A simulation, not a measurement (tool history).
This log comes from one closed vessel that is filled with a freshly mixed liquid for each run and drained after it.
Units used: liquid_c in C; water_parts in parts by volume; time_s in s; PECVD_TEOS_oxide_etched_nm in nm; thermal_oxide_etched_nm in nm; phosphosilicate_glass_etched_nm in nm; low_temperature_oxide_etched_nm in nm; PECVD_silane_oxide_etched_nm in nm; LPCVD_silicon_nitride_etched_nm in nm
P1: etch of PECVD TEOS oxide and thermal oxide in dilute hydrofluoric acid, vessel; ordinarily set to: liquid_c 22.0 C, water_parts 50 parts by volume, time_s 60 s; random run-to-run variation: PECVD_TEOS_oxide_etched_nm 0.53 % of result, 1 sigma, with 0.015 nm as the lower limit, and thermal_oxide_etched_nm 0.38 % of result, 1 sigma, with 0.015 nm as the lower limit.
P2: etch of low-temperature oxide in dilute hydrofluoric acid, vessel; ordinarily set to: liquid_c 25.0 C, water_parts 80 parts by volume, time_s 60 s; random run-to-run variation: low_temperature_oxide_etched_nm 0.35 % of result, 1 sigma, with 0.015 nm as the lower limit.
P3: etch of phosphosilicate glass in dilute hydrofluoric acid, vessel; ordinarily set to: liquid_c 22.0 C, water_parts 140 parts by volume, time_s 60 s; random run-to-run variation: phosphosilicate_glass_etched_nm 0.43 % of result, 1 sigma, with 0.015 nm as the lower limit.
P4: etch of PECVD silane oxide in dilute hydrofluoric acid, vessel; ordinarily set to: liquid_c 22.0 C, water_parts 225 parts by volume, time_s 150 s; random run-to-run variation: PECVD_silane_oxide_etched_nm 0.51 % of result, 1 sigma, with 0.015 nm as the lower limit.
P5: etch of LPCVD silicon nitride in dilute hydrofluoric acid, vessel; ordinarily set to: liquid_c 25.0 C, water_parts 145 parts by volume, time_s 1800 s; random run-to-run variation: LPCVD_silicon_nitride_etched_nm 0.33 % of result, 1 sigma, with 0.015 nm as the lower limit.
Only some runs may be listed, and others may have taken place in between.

run,hour,process,liquid_c,water_parts,time_s,PECVD_TEOS_oxide_etched_nm,thermal_oxide_etched_nm,phosphosilicate_glass_etched_nm,low_temperature_oxide_etched_nm,PECVD_silane_oxide_etched_nm,LPCVD_silicon_nitride_etched_nm
1,3.7,P1,22.0,50,60,33.531,5.4308,,,,
2,8.5,P3,22.0,140,60,,,73.106,,,
3,13.3,P1,26.5,50,30,20.045,3.2697,,,,
4,18.5,P1,22.0,50,115,63.290,10.4220,,,,
5,21.9,P2,32.0,80,60,,,,17.3140,,
6,24.9,P4,22.0,225,150,,,,,8.0757,
7,28.7,P1,22.0,50,60,32.907,5.4411,,,,
8,34.5,P1,22.0,50,60,33.198,5.4327,,,,
9,39.6,P5,25.0,145,2850,,,,,,10.1680
10,45.9,P5,25.0,215,1800,,,,,,4.3163
11,49.5,P3,22.0,25,60,,,470.770,,,
12,54.4,P5,20.0,145,1800,,,,,,4.5747
13,60.3,P4,22.0,45,150,,,,,48.9740,
14,63.8,P3,22.0,140,115,,,139.830,,,
15,69.1,P1,30.5,50,60,46.890,7.6888,,,,
16,73.5,P1,22.0,50,60,33.153,5.4440,,,,
17,78.6,P4,28.5,225,150,,,,,10.0730,
18,82.5,P5,25.0,145,1800,,,,,,6.3324
19,88.5,P1,22.0,80,60,20.132,3.2734,,,,
20,94.8,P2,25.0,80,30,,,,6.5789,,
21,98.9,P1,22.0,20,60,86.944,14.1580,,,,
22,102.6,P1,22.0,50,60,33.416,5.4180,,,,
23,105.7,P2,25.0,80,60,,,,13.1180,,
24,110.5,P5,25.0,145,1800,,,,,,6.3614
25,115.9,P2,25.0,25,60,,,,45.3680,,
26,118.9,P4,22.0,225,150,,,,,8.0723,
27,124.8,P1,22.0,50,60,33.065,5.4001,,,,
# hour 125.1: thermometer replaced
28,129.7,P4,22.0,225,245,,,,,13.0580,
29,134.1,P1,17.0,50,60,26.867,4.3967,,,,

Run 30, settings as shown, results not yet in. Your forecast:
30,139.1,P3,18.0,140,60,,,?,,,

Run 30 came out at phosphosilicate_glass_etched_nm 62.475 nm.
